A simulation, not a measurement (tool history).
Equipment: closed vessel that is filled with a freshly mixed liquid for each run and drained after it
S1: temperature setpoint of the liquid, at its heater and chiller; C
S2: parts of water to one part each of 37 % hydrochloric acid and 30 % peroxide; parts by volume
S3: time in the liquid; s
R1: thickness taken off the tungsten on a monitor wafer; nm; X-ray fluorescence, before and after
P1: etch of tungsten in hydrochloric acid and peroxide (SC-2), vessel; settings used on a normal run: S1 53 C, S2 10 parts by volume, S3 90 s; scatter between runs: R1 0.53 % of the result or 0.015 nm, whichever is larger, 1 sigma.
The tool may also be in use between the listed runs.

Run 1, hour 8.1: S1 53 C, S2 10 parts by volume, S3 90 s. Result: R1 41.369 nm.
Run 2, hour 17: S1 66 C, S2 4.5 parts by volume, S3 90 s. Result: R1 170.63 nm.
Run 3, hour 23.1: S1 69 C, S2 10 parts by volume, S3 90 s. Result: R1 112 nm.
Run 4, hour 28.9: S1 53 C, S2 10 parts by volume, S3 155 s. Result: R1 71.11 nm.
Run 5, hour 39.2: S1 53 C, S2 10 parts by volume, S3 90 s. Result: R1 41.051 nm.
Run 6, hour 49.1: S1 53 C, S2 10 parts by volume, S3 30 s. Result: R1 13.629 nm.
Run 7, hour 55.1: S1 53 C, S2 4 parts by volume, S3 90 s. Result: R1 82.305 nm.
At hour 62.1: thermometer replaced.
Run 8, hour 65.4: S1 53 C, S2 10 parts by volume, S3 90 s. Result: R1 41.335 nm.
Run 9, hour 71: S1 37.5 C, S2 10 parts by volume, S3 90 s. Result: R1 14.211 nm.
Run 10, hour 81.3: S1 53 C, S2 10 parts by volume, S3 90 s. Result: R1 41.232 nm.
Run 11, hour 89.9: S1 53 C, S2 18 parts by volume, S3 90 s. Result: R1 24.823 nm.
Run 12, hour 99.7: S1 53 C, S2 10 parts by volume, S3 90 s. Result: R1 41.531 nm.
Run 13, hour 107.6: S1 53 C, S2 10 parts by volume, S3 90 s. Result: R1 40.372 nm.
Run 14, hour 113.9: S1 53 C, S2 10 parts by volume, S3 90 s. Result: R1 39.352 nm.
Run 15, hour 121.9: S1 53 C, S2 10 parts by volume, S3 90 s. Result: R1 38.999 nm.
Run 16, hour 131.3: S1 53 C, S2 10 parts by volume, S3 90 s. Result: R1 38.867 nm.
Run 17, hour 140.1: S1 53 C, S2 10 parts by volume, S3 90 s. Result: R1 38.439 nm.
Run 18, hour 148: S1 53 C, S2 10 parts by volume, S3 90 s. Result: R1 38.512 nm.
At hour 150.3: new drum of peroxide connected.
Run 19, hour 155: S1 53 C, S2 10 parts by volume, S3 90 s. Result: R1 38.079 nm.
Run 20, hour 164.8: S1 53 C, S2 10 parts by volume, S3 90 s. Result: R1 37.631 nm.
Run 21, hour 173.4: S1 53 C, S2 10 parts by volume, S3 90 s. Result: R1 38.107 nm.
Run 22, hour 182.6: S1 53 C, S2 10 parts by volume, S3 90 s. Result: R1 37.643 nm.
Run 23, hour 194.1: S1 53 C, S2 10 parts by volume, S3 90 s. Result: R1 37.939 nm.

What P1 gives has crept away from where it was. These 2 causes fit the log equally well, each at the size given:
A: chemicals flow below the setpoint (%) = 9.49
B: liquid colder than its thermometer reads (K) = 1.28
Onset of the creep was near hour 99.7.
Other possible causes, and why each is ruled out:
peroxide weaker than its label (%): maintenance at hour 150.3, after the shift began, did not return the process to its former output

Each of the check runs listed below is run on 3 wafers and reports their average, with the results left as question marks. Pick the one under which the possible causes would lead to clearly different results.
Run check 1, hour 205.6: S1 53 C, S2 17.5 parts by volume, S3 90 s. Result: R1 ?.
Run check 2, hour 205.6: S1 38 C, S2 4 parts by volume, S3 90 s. Result: R1 ?.
Run check 3, hour 205.6: S1 41 C, S2 10 parts by volume, S3 45 s. Result: R1 ?.
Run check 4, hour 205.6: S1 40.5 C, S2 10 parts by volume, S3 90 s. Result: R1 ?.

Outcome of each check run for each possible cause:
  check  result    if A    if B
check 1      R1   23.19  23.325
check 2      R1   27.54  26.862
check 3      R1  8.3874  8.3299
check 4      R1  16.192  16.077
Per check, the gap between the least separated pair of causes, taken in the result that splits them most: check 1 0.58 %; check 2 2.49 %; check 3 0.69 %; check 4 0.72 %
Only check 2 tells the causes apart: in the others they would give nearly the same result.

Check 2 was then run and gave: R1 27.58 nm. Which cause is it?

The correct cause is A, namely: chemicals flow below the setpoint (%).
